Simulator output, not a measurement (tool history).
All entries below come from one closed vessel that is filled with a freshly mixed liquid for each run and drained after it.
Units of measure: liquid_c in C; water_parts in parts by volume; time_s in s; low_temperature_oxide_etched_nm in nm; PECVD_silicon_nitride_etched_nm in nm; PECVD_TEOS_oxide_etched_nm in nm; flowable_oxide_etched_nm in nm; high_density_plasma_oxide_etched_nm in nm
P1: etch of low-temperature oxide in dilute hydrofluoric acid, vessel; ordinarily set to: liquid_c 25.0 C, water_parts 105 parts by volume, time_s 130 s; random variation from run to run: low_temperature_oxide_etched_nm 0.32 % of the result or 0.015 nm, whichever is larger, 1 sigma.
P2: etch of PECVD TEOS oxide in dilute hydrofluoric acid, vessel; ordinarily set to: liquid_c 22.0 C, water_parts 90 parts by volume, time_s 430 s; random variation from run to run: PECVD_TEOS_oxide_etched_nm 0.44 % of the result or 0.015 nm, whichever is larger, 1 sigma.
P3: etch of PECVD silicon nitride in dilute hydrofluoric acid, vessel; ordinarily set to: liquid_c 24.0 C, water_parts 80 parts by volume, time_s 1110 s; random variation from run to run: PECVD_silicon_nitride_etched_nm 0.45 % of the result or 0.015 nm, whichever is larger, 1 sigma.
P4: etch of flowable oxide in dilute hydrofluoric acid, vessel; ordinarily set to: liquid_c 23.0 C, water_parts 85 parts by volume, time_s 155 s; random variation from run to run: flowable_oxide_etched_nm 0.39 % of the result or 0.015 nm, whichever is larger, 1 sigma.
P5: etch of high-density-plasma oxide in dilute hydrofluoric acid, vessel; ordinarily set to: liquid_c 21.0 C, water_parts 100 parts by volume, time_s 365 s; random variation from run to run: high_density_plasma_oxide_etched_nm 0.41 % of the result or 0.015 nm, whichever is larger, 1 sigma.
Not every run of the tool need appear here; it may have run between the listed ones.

| run | day | process | liquid_c | water_parts | time_s | hours since the thermometer was replaced | hours since the hydrofluoric acid flow meter was replaced | low_temperature_oxide_etched_nm | PECVD_silicon_nitride_etched_nm | PECVD_TEOS_oxide_etched_nm | flowable_oxide_etched_nm | high_density_plasma_oxide_etched_nm |
|---|---|---|---|---|---|---|---|---|---|---|---|---|
| 1 | 0.671 | P1 | 25.0 | 105 | 130 | 714.7 | 226.5 | 23.9710 |  |  |  |  |
| 2 | 1.333 | P1 | 25.0 | 105 | 130 | 730.6 | 242.4 | 23.9440 |  |  |  |  |
| 3 | 1.825 | P1 | 25.0 | 105 | 130 | 742.4 | 254.2 | 23.9220 |  |  |  |  |
| 4 | 2.496 | P3 | 24.0 | 80 | 1110 | 758.5 | 270.3 |  | 54.3610 |  |  |  |
| 5 | 3.171 | P3 | 24.0 | 80 | 1110 | 774.7 | 286.5 |  | 54.8300 |  |  |  |
| 6 | 3.775 | P1 | 25.0 | 145 | 130 | 789.2 | 301.0 | 16.6400 |  |  |  |  |
| 7 | 4.233 | P2 | 22.0 | 90 | 730 | 800.2 | 312.0 |  |  | 67.920 |  |  |
| 8 | 4.642 | P1 | 25.0 | 180 | 225 | 810.0 | 321.8 | 22.1060 |  |  |  |  |
| 9 | 5.308 | P4 | 23.0 | 85 | 155 | 826.0 | 337.8 |  |  |  | 36.866 |  |
| 10 | 6.033 | P5 | 17.0 | 100 | 365 | 843.4 | 355.2 |  |  |  |  | 16.218 |
| 11 | 6.550 | P3 | 24.0 | 145 | 1110 | 855.8 | 367.6 |  | 30.3590 |  |  |  |
| 12 | 7.221 | P1 | 33.0 | 105 | 130 | 871.9 | 383.7 | 32.6160 |  |  |  |  |
| 13 | 7.854 | P2 | 22.0 | 90 | 430 | 887.1 | 398.9 |  |  | 40.147 |  |  |
| 14 | 8.442 | P1 | 25.0 | 45 | 30 | 901.2 | 413.0 | 13.9660 |  |  |  |  |
| 15 | 8.779 | P1 | 20.0 | 105 | 130 | 909.3 | 421.1 | 19.6720 |  |  |  |  |
| 16 | 9.162 | P5 | 21.0 | 100 | 600 | 918.5 | 430.3 |  |  |  |  | 31.648 |
| 17 | 9.658 | P2 | 22.0 | 90 | 430 | 930.4 | 442.2 |  |  | 40.059 |  |  |
| 18 | 10.433 | P4 | 23.0 | 125 | 155 | 949.0 | 460.8 |  |  |  | 24.091 |  |
| 19 | 10.804 | P4 | 29.5 | 85 | 155 | 957.9 | 469.7 |  |  |  | 47.578 |  |
| 20 | 11.146 | P3 | 18.0 | 80 | 1110 | 966.1 | 477.9 |  | 36.4210 |  |  |  |
| 21 | 11.558 | P4 | 23.0 | 85 | 155 | 976.0 | 487.8 |  |  |  | 36.838 |  |
|  | 11.996 | hydrofluoric acid flow meter replaced |
| 22 | 12.038 | P4 | 23.0 | 85 | 60 | 987.5 | 1.1 |  |  |  | 14.228 |  |
| 23 | 12.558 | P5 | 21.0 | 145 | 365 | 1000.0 | 13.6 |  |  |  |  | 12.595 |
| 24 | 13.292 | P1 | 25.0 | 105 | 130 | 1017.6 | 31.2 | 23.9900 |  |  |  |  |
| 25 | 13.758 | P1 | 25.0 | 105 | 245 | 1028.8 | 42.4 | 45.1780 |  |  |  |  |
| 26 | 14.475 | P3 | 24.0 | 80 | 30 | 1046.0 | 59.6 |  | 1.4775 |  |  |  |
| 27 | 14.946 | P2 | 22.0 | 25 | 430 | 1057.3 | 70.9 |  |  | 157.960 |  |  |
| 28 | 15.612 | P1 | 25.0 | 55 | 130 | 1073.3 | 86.9 | 48.8610 |  |  |  |  |
| 29 | 16.092 | P1 | 18.0 | 145 | 130 | 1084.8 | 98.4 | 12.6990 |  |  |  |  |
| 30 | 16.512 | P1 | 25.0 | 105 | 130 | 1094.9 | 108.5 | 24.0210 |  |  |  |  |
| 31 | 17.225 | P1 | 25.0 | 105 | 45 | 1112.0 | 125.6 | 8.3178 |  |  |  |  |
| 32 | 17.642 | P2 | 17.0 | 90 | 430 | 1122.0 | 135.6 |  |  | 32.658 |  |  |
| 33 | 18.371 | P5 | 21.0 | 100 | 365 | 1139.5 | 153.1 |  |  |  |  | 19.272 |
| 34 | 18.750 | P1 | 25.0 | 105 | 130 | 1148.6 | 162.2 | 24.0400 |  |  |  |  |
| 35 | 19.371 | P1 | 25.0 | 105 | 130 | 1163.5 | 177.1 | 23.3680 |  |  |  |  |
| 36 | 19.817 | P1 | 25.0 | 105 | 130 | 1174.2 | 187.8 | 22.9120 |  |  |  |  |
| 37 | 20.492 | P1 | 25.0 | 105 | 130 | 1190.4 | 204.0 | 22.5990 |  |  |  |  |
| 38 | 21.083 | P1 | 25.0 | 105 | 130 | 1204.6 | 218.2 | 22.4480 |  |  |  |  |
| 39 | 21.788 | P1 | 25.0 | 105 | 130 | 1221.5 | 235.1 | 22.2290 |  |  |  |  |
| 40 | 22.300 | P1 | 25.0 | 105 | 130 | 1233.8 | 247.4 | 22.1550 |  |  |  |  |
| 41 | 22.938 | P1 | 25.0 | 105 | 130 | 1249.1 | 262.7 | 21.9730 |  |  |  |  |
| 42 | 23.467 | P1 | 25.0 | 105 | 130 | 1261.8 | 275.4 | 21.9880 |  |  |  |  |
| 43 | 24.171 | P1 | 25.0 | 105 | 130 | 1278.7 | 292.3 | 22.0760 |  |  |  |  |
| 44 | 24.625 | P1 | 25.0 | 105 | 130 | 1289.6 | 303.2 | 21.9850 |  |  |  |  |

What P1 gives has crept away from where it was. These 2 causes fit the log equally well, each at the size given:
A: liquid colder than its thermometer reads (K) = 2.2
B: hydrofluoric acid flow below the setpoint (%) = 7.34
The process output started creeping at around day 18.750.

4 check runs are offered, one wafer each, their results left as question marks. Which one tells the causes apart?
| check 1 | 25.079 | P2 | 22.0 | 90 | 430 |  |  |  |  | ? |  |  |
| check 2 | 25.079 | P4 | 23.0 | 85 | 155 |  |  |  |  |  | ? |  |
| check 3 | 25.079 | P5 | 21.0 | 100 | 365 |  |  |  |  |  |  | ? |
| check 4 | 25.079 | P3 | 24.0 | 80 | 1110 |  |  |  | ? |  |  |  |

What every check run would give for each of its results, assuming each possible cause in turn:
| check | result | if A | if B |
|---|---|---|---|
| check 1 | PECVD_TEOS_oxide_etched_nm | 36.719 | 36.923 |
| check 2 | flowable_oxide_etched_nm | 33.800 | 33.981 |
| check 3 | high_density_plasma_oxide_etched_nm | 17.593 | 17.685 |
| check 4 | PECVD_silicon_nitride_etched_nm | 47.1460 | 50.6860 |
Separation of the two closest causes in each check, using whichever result separates them best: check 1 0.56 %; check 2 0.53 %; check 3 0.52 %; check 4 7.24 %
Check 4 tells the causes apart: in the others they would give nearly the same result.

Check 4 was carried out, with these results: PECVD_silicon_nitride_etched_nm 47.1230 nm. Which of the listed causes is responsible?

It was cause A: liquid colder than its thermometer reads (K).
